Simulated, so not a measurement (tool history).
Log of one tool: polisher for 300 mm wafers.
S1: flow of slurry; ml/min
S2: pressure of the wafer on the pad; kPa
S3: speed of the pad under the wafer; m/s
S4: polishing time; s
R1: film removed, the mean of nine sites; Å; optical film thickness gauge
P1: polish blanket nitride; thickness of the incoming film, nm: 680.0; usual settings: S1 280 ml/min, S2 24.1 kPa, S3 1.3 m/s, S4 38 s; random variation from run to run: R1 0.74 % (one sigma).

| run | hour | S1 | S2 | S3 | S4 | R1 |
|---|---|---|---|---|---|---|
| 1 | 5.2 | 280 | 24.1 | 1.3 | 38 | 763.69 |
| 2 | 9.1 | 395 | 24.1 | 1.3 | 38 | 799.53 |
| 3 | 15.4 | 280 | 24.1 | 1.74 | 38 | 983.26 |
| 4 | 20.6 | 280 | 24.1 | 1.3 | 59 | 1195.9 |
| 5 | 26.2 | 280 | 24.1 | 1.3 | 38 | 781.52 |
| 6 | 31.4 | 280 | 24.1 | 1.3 | 38 | 768.1 |
| 7 | 38.8 | 280 | 24.1 | 1.3 | 38 | 775.96 |
| 8 | 44.7 | 280 | 24.1 | 1.3 | 25 | 514.44 |
| 9 | 50 | 280 | 24.1 | 1.64 | 48 | 1186.6 |
| 10 | 56 | 280 | 24.1 | 1.72 | 53 | 1364 |
| 11 | 63.2 | 280 | 12.4 | 1.3 | 38 | 392.57 |
| 12 | 67.8 | 170 | 24.1 | 1.3 | 38 | 731.98 |
| 13 | 72.6 | 280 | 24.1 | 1.3 | 38 | 777.73 |
| 14 | 76.2 | 280 | 35.9 | 1.3 | 38 | 1147.3 |
|  | 82.2 | slurry nozzle cleaned |
| 15 | 83 | 280 | 24.1 | 0.58 | 38 | 406.41 |
| 16 | 87.9 | 280 | 24.1 | 1.3 | 38 | 770.11 |
| 17 | 94.2 | 280 | 24.1 | 1.3 | 38 | 780.06 |
| 18 | 101.2 | 280 | 24.1 | 1.3 | 38 | 761.21 |
| 19 | 106.8 | 280 | 24.1 | 1.3 | 38 | 762.36 |
| 20 | 110.1 | 280 | 24.1 | 1.3 | 38 | 754.62 |
| 21 | 116.7 | 280 | 24.1 | 1.3 | 38 | 743.6 |
| 22 | 123 | 280 | 24.1 | 1.3 | 38 | 739.8 |
| 23 | 129 | 280 | 24.1 | 1.3 | 38 | 755.81 |
| 24 | 134.6 | 280 | 24.1 | 1.3 | 38 | 750.59 |
|  | 136.6 | head pressure recalibrated |
| 25 | 140.6 | 280 | 24.1 | 1.3 | 38 | 746.63 |
| 26 | 145.3 | 280 | 24.1 | 1.3 | 38 | 732.4 |
| 27 | 151.4 | 280 | 24.1 | 1.3 | 38 | 749.87 |

What P1 gives has crept away from where it was. These 2 causes fit the log equally well, each at the size given:
A: removal rate lost through wear of the pad, % = 4.17
B: slurry flow missing at the pad, % = 30.8
The creep began at about hour 94.2.
Why every other cause is out:
head's pressure below its setpoint, %: serviced at hour 136.6, which brought nothing back

4 check runs are offered, each on 5 wafers whose results are averaged, their results left as question marks. Which one tells the causes apart?
| check 1 | 157.5 | 280 | 35.2 | 1.3 | 38 | ? |
| check 2 | 157.5 | 280 | 24.1 | 0.64 | 38 | ? |
| check 3 | 157.5 | 175 | 24.1 | 0.96 | 38 | ? |
| check 4 | 157.5 | 280 | 32.4 | 1.3 | 38 | ? |

What each check would give under each cause:
| check | result | if A | if B |
|---|---|---|---|
| check 1 | R1 | 1081 | 1081.1 |
| check 2 | R1 | 420.85 | 420.88 |
| check 3 | R1 | 549.77 | 537.06 |
| check 4 | R1 | 996.24 | 996.31 |
How far apart the two closest causes lie, in the result that separates them most: check 1 0.01 %; check 2 0.01 %; check 3 2.34 %; check 4 0.01 %
Check 3 tells the causes apart: in the others they would give nearly the same result.

Then check 3 was run and gave: R1 547.23 Å. Which cause is it?

It is A: removal rate lost through wear of the pad, %.
